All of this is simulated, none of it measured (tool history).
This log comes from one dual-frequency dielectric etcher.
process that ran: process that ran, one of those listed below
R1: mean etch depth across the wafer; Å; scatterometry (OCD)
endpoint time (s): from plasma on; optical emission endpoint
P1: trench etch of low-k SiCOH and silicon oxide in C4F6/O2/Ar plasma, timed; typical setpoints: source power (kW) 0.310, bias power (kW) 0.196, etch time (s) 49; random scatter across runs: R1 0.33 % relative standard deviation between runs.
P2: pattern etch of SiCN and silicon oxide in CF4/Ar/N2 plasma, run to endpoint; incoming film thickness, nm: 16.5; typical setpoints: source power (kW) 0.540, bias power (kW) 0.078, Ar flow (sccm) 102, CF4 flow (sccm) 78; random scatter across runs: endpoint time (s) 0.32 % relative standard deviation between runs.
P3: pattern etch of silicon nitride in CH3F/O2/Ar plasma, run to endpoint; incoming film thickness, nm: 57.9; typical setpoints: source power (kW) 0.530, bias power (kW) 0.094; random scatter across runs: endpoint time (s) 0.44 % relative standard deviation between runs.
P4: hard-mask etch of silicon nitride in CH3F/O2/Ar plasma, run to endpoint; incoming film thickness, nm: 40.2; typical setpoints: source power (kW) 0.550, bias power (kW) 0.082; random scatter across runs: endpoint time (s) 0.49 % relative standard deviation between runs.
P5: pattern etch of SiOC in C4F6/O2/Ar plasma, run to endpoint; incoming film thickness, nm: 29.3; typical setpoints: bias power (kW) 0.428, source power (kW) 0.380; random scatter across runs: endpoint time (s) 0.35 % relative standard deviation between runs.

{"run": 1, "hour": 5.8, "process that ran": "P1", "source power (kW)": 0.31, "bias power (kW)": 0.196, "etch time (s)": 49, "R1": 1482.4}
{"run": 2, "hour": 14.5, "process that ran": "P4", "source power (kW)": 0.36, "bias power (kW)": 0.082, "endpoint time (s)": 58.232}
{"run": 3, "hour": 24.4, "process that ran": "P1", "source power (kW)": 0.44, "bias power (kW)": 0.196, "etch time (s)": 49, "R1": 1705.0}
{"run": 4, "hour": 31.2, "process that ran": "P1", "source power (kW)": 0.31, "bias power (kW)": 0.196, "etch time (s)": 49, "R1": 1476.8}
{"run": 5, "hour": 37.6, "process that ran": "P2", "source power (kW)": 0.54, "bias power (kW)": 0.094, "Ar flow (sccm)": 102, "CF4 flow (sccm)": 78, "endpoint time (s)": 14.307}
{"run": 6, "hour": 49.6, "process that ran": "P2", "source power (kW)": 0.54, "bias power (kW)": 0.078, "Ar flow (sccm)": 102, "CF4 flow (sccm)": 78, "endpoint time (s)": 15.253}
{"run": 7, "hour": 61.2, "process that ran": "P1", "source power (kW)": 0.31, "bias power (kW)": 0.196, "etch time (s)": 63, "R1": 1906.1}
{"run": 8, "hour": 72.8, "process that ran": "P3", "source power (kW)": 0.53, "bias power (kW)": 0.094, "endpoint time (s)": 67.226}
{"run": 9, "hour": 84.7, "process that ran": "P5", "source power (kW)": 0.38, "bias power (kW)": 0.428, "endpoint time (s)": 10.663}
{"run": 10, "hour": 92.3, "process that ran": "P1", "source power (kW)": 0.38, "bias power (kW)": 0.135, "etch time (s)": 49, "R1": 1422.7}
{"run": 11, "hour": 100.4, "process that ran": "P4", "source power (kW)": 0.55, "bias power (kW)": 0.082, "endpoint time (s)": 49.007}
{"run": 12, "hour": 109.7, "process that ran": "P1", "source power (kW)": 0.24, "bias power (kW)": 0.196, "etch time (s)": 49, "R1": 1344.2}
{"run": 13, "hour": 120.2, "process that ran": "P3", "source power (kW)": 0.53, "bias power (kW)": 0.124, "endpoint time (s)": 60.167}
{"run": 14, "hour": 127.7, "process that ran": "P1", "source power (kW)": 0.31, "bias power (kW)": 0.144, "etch time (s)": 49, "R1": 1351.5}
{"run": 15, "hour": 139.8, "process that ran": "P4", "source power (kW)": 0.55, "bias power (kW)": 0.082, "endpoint time (s)": 48.691}
{"run": 16, "hour": 147.6, "process that ran": "P2", "source power (kW)": 0.54, "bias power (kW)": 0.078, "Ar flow (sccm)": 65, "CF4 flow (sccm)": 78, "endpoint time (s)": 14.421}
{"run": 17, "hour": 158.0, "process that ran": "P1", "source power (kW)": 0.31, "bias power (kW)": 0.196, "etch time (s)": 49, "R1": 1493.4}
{"run": 18, "hour": 167.1, "process that ran": "P1", "source power (kW)": 0.31, "bias power (kW)": 0.249, "etch time (s)": 49, "R1": 1609.1}
{"run": 19, "hour": 179.5, "process that ran": "P3", "source power (kW)": 0.36, "bias power (kW)": 0.094, "endpoint time (s)": 77.77}
{"run": 20, "hour": 189.2, "process that ran": "P5", "source power (kW)": 0.48, "bias power (kW)": 0.428, "endpoint time (s)": 9.8035}
{"run": 21, "hour": 198.6, "process that ran": "P1", "source power (kW)": 0.31, "bias power (kW)": 0.196, "etch time (s)": 49, "R1": 1493.0}
{"run": 22, "hour": 210.0, "process that ran": "P1", "source power (kW)": 0.31, "bias power (kW)": 0.196, "etch time (s)": 49, "R1": 1488.0}
{"run": 23, "hour": 221.3, "process that ran": "P5", "source power (kW)": 0.38, "bias power (kW)": 0.575, "endpoint time (s)": 9.5464}
{"run": 24, "hour": 232.8, "process that ran": "P1", "source power (kW)": 0.31, "bias power (kW)": 0.196, "etch time (s)": 27, "R1": 818.62}
{"run": 25, "hour": 240.3, "process that ran": "P2", "source power (kW)": 0.54, "bias power (kW)": 0.078, "Ar flow (sccm)": 102, "CF4 flow (sccm)": 51, "endpoint time (s)": 16.265}
{"run": 26, "hour": 250.8, "process that ran": "P1", "source power (kW)": 0.31, "bias power (kW)": 0.196, "etch time (s)": 49, "R1": 1487.4}
{"run": 27, "hour": 258.2, "process that ran": "P1", "source power (kW)": 0.31, "bias power (kW)": 0.196, "etch time (s)": 49, "R1": 1485.5}
{"run": 28, "hour": 270.1, "process that ran": "P4", "source power (kW)": 0.55, "bias power (kW)": 0.052, "endpoint time (s)": 57.431}
{"run": 29, "hour": 276.7, "process that ran": "P2", "source power (kW)": 0.43, "bias power (kW)": 0.078, "Ar flow (sccm)": 102, "CF4 flow (sccm)": 78, "endpoint time (s)": 18.672}
{"run": 30, "hour": 285.3, "process that ran": "P1", "source power (kW)": 0.31, "bias power (kW)": 0.196, "etch time (s)": 49, "R1": 1482.7}
{"run": 31, "hour": 296.6, "process that ran": "P1", "source power (kW)": 0.31, "bias power (kW)": 0.196, "etch time (s)": 49, "R1": 1483.3}
{"run": 32, "hour": 303.5, "process that ran": "P1", "source power (kW)": 0.31, "bias power (kW)": 0.196, "etch time (s)": 49, "R1": 1467.3}
{"run": 33, "hour": 313.9, "process that ran": "P1", "source power (kW)": 0.31, "bias power (kW)": 0.196, "etch time (s)": 49, "R1": 1467.8}
{"run": 34, "hour": 325.5, "process that ran": "P1", "source power (kW)": 0.31, "bias power (kW)": 0.196, "etch time (s)": 49, "R1": 1467.3}
{"run": 35, "hour": 333.4, "process that ran": "P1", "source power (kW)": 0.31, "bias power (kW)": 0.196, "etch time (s)": 49, "R1": 1466.8}
{"hour": 342.8, "done": "wet clean of the chamber"}
{"run": 36, "hour": 342.8, "process that ran": "P1", "source power (kW)": 0.31, "bias power (kW)": 0.196, "etch time (s)": 49, "R1": 1467.0}
{"run": 37, "hour": 349.1, "process that ran": "P1", "source power (kW)": 0.31, "bias power (kW)": 0.196, "etch time (s)": 49, "R1": 1456.0}
{"run": 38, "hour": 356.5, "process that ran": "P1", "source power (kW)": 0.31, "bias power (kW)": 0.196, "etch time (s)": 49, "R1": 1461.1}
{"run": 39, "hour": 363.7, "process that ran": "P1", "source power (kW)": 0.31, "bias power (kW)": 0.196, "etch time (s)": 49, "R1": 1467.7}
{"run": 40, "hour": 372.4, "process that ran": "P1", "source power (kW)": 0.31, "bias power (kW)": 0.196, "etch time (s)": 49, "R1": 1461.8}
{"run": 41, "hour": 378.6, "process that ran": "P1", "source power (kW)": 0.31, "bias power (kW)": 0.196, "etch time (s)": 49, "R1": 1464.5}

What P1 gives has crept off from where it sat before. The 2 causes that follow fit the log equally well, each at the size noted:
A: source power that arrives under what is set, % = 4.21
B: bias power that arrives under what is set, % = 4.96
Onset of the creep was near hour 285.3.
Excluded causes, each with its reason:
chamber walls in a state that lowers the etch rate, %: serviced at hour 342.8, after the drift had started, without restoring the earlier output

Of the 4 check runs below, each run on 2 wafers with the results averaged and each result still a question mark, which one would tell the listed causes apart?
{"run": "check 1", "hour": 384.8, "process that ran": "P3", "source power (kW)": 0.53, "bias power (kW)": 0.094, "endpoint time (s)": "?"}
{"run": "check 2", "hour": 384.8, "process that ran": "P2", "source power (kW)": 0.54, "bias power (kW)": 0.078, "Ar flow (sccm)": 102, "CF4 flow (sccm)": 78, "endpoint time (s)": "?"}
{"run": "check 3", "hour": 384.8, "process that ran": "P5", "source power (kW)": 0.38, "bias power (kW)": 0.428, "endpoint time (s)": "?"}
{"run": "check 4", "hour": 384.8, "process that ran": "P4", "source power (kW)": 0.55, "bias power (kW)": 0.082, "endpoint time (s)": "?"}

Predicted outcomes, by check and by cause:
check=check_1 result=endpoint_time_(s) if_A=68.0050 if_B=68.1310
check=check_2 result=endpoint_time_(s) if_A=15.9460 if_B=15.6130
check=check_3 result=endpoint_time_(s) if_A=10.8530 if_B=10.8810
check=check_4 result=endpoint_time_(s) if_A=49.9730 if_B=50.0300
Distance between the nearest two causes, measured in the result of the check that separates them most: check 1 0.18 %; check 2 2.11 %; check 3 0.26 %; check 4 0.11 %
Of the check runs offered, only check 2 discriminates between the causes; the rest would read about the same regardless of which cause applies.

After running check 2, the following was obtained: endpoint time (s) 15.6480. Which cause does this point to?

Of the candidate causes, it is B: bias power that arrives under what is set, %.

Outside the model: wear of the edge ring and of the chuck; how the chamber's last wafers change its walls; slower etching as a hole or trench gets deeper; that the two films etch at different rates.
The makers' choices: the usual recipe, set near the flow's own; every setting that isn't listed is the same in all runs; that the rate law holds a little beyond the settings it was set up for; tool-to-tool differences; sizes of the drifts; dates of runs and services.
